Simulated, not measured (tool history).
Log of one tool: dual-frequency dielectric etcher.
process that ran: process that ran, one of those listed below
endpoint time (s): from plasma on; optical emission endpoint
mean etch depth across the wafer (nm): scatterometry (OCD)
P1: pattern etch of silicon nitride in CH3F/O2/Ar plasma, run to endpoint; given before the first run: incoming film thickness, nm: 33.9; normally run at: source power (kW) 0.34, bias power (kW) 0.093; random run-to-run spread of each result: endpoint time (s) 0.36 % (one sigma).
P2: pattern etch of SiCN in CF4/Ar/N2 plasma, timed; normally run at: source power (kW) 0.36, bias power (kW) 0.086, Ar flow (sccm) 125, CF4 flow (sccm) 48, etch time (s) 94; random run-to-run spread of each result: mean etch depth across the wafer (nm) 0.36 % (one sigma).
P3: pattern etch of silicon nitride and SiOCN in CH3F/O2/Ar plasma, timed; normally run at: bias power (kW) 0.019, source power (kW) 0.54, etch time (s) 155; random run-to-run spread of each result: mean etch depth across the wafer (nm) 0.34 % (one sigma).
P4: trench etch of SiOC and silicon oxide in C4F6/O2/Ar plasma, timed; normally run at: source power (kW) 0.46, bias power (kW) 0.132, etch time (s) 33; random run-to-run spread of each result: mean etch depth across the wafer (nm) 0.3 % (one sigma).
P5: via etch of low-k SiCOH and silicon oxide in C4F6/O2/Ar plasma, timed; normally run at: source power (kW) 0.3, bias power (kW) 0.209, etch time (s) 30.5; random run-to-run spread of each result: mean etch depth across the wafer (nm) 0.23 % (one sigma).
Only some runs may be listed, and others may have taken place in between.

run   hour  process that ran  source power (kW)  bias power (kW)  etch time (s)  Ar flow (sccm)  CF4 flow (sccm)  endpoint time (s)  mean etch depth across the wafer (nm)
  1    5.2                P1               0.34            0.093                                                              48.01
  2    8.2                P1               0.34            0.093                                                             47.965
  3   13.4                P3               0.54            0.023            155                                                                                     23.643
  4     18                P4               0.46            0.132             33                                                                                      61.05
  5   21.5                P1               0.34            0.093                                                             48.069
  6   24.4                P4               0.36            0.132             33                                                                                     55.888
  7   27.4                P5                0.3            0.165           30.5                                                                                     64.544
  8   30.1                P3                0.7            0.019            155                                                                                     23.628
  9     33                P1               0.34            0.055                                                             57.525
 10   37.2                P1               0.34            0.093                                                             47.941
 11   40.6                P1               0.39             0.06                                                             52.609
 12   45.9                P5                0.3            0.209           44.5                                                                                     101.79
 13   50.5                P1               0.22            0.061                                                             65.944
 14   54.9                P2               0.36            0.086             94             125               59                                                    66.932
 15   58.5                P2               0.36            0.086           51.5             125               48                                                    35.631
        60  -- source power generator calibrated
 16   61.8                P3               0.54            0.019            155                                                                                     21.613
 17   64.4                P2               0.36            0.068             94             125               48                                                    59.419
 18   70.1                P2               0.36            0.086             94              80               48                                                    69.603
 19   73.2                P5                0.3            0.209           30.5                                                                                      70.09
 20   77.7                P5               0.38            0.209           30.5                                                                                     76.587
 21   83.3                P1               0.26            0.093                                                             53.193
 22   87.6                P4               0.46            0.132             33                                                                                     61.593
 23   91.3                P3               0.54            0.019             89                                                                                     12.373
 24   94.3                P3               0.54            0.019            155                                                                                     21.568
 25   99.9                P2               0.36            0.086             94             125               48                                                    64.504
 26  105.9                P4               0.46            0.099             33                                                                                     56.598
 27    109                P1               0.34            0.127                                                             42.595
 28  113.8                P2               0.51            0.086             94             125               48                                                    86.785
 29  118.4                P1               0.47            0.093                                                             42.781
 30  122.3                P4               0.46            0.132             18                                                                                     33.498
 31  125.6                P1                0.4            0.108                                                             42.617
 32  131.2                P1               0.34            0.093                                                             47.629
 33  134.8                P1               0.34            0.093                                                             47.518
 34  137.9                P1               0.34            0.093                                                              47.88
 35  141.2                P1               0.34            0.093                                                             48.522
 36  145.2                P1               0.34            0.093                                                             48.367
 37  149.3                P1               0.34            0.093                                                             48.846
       150  -- wet clean of the chamber
 38  153.4                P1               0.34            0.093                                                             48.722
 39    157                P1               0.34            0.093                                                              48.96
 40  160.4                P1               0.34            0.093                                                             48.791
 41  163.3                P1               0.34            0.093                                                             48.708
 42  168.3                P1               0.34            0.093                                                             48.714

The log shows P1 creeping away from where it was. Any of the 2 causes listed here, at the size stated for it, fits the log just as well as the others:
A: source power that arrives under what is set, % = 4.68
B: bias power that arrives under what is set, % = 4.78
Creep in the process output first set in at about hour 134.8.
Ruled out, with reasons:
chamber walls in a state that lowers the etch rate, %: its service at hour 150 followed the start of the drift and did not put the process back to its old value

Each of the check runs listed below is run on 2 wafers and reports their average, with the results left as question marks. Pick the one under which the possible causes would lead to clearly different results.
check 1  173.3                P5                0.3            0.209           30.5                                                                                          ?
check 2  173.3                P3               0.54            0.019            155                                                                                          ?
check 3  173.3                P2               0.36            0.086             94             125               48                                                         ?
check 4  173.3                P4               0.46            0.132             33                                                                                          ?

What each check would give under each cause:
  check                                 result    if A    if B
check 1  mean etch depth across the wafer (nm)  68.607  68.757
check 2  mean etch depth across the wafer (nm)  21.221  21.148
check 3  mean etch depth across the wafer (nm)  62.325  63.703
check 4  mean etch depth across the wafer (nm)  60.371  60.668
Per check, the gap between the least separated pair of causes, taken in the result that splits them most: check 1 0.22 %; check 2 0.34 %; check 3 2.19 %; check 4 0.49 %
Of the check runs offered, only check 3 discriminates between the causes; the rest would read about the same regardless of which cause applies.

Check 3 was then run and gave: mean etch depth across the wafer (nm) 63.46. Which cause is it?

The correct cause is B, namely: bias power that arrives under what is set, %.
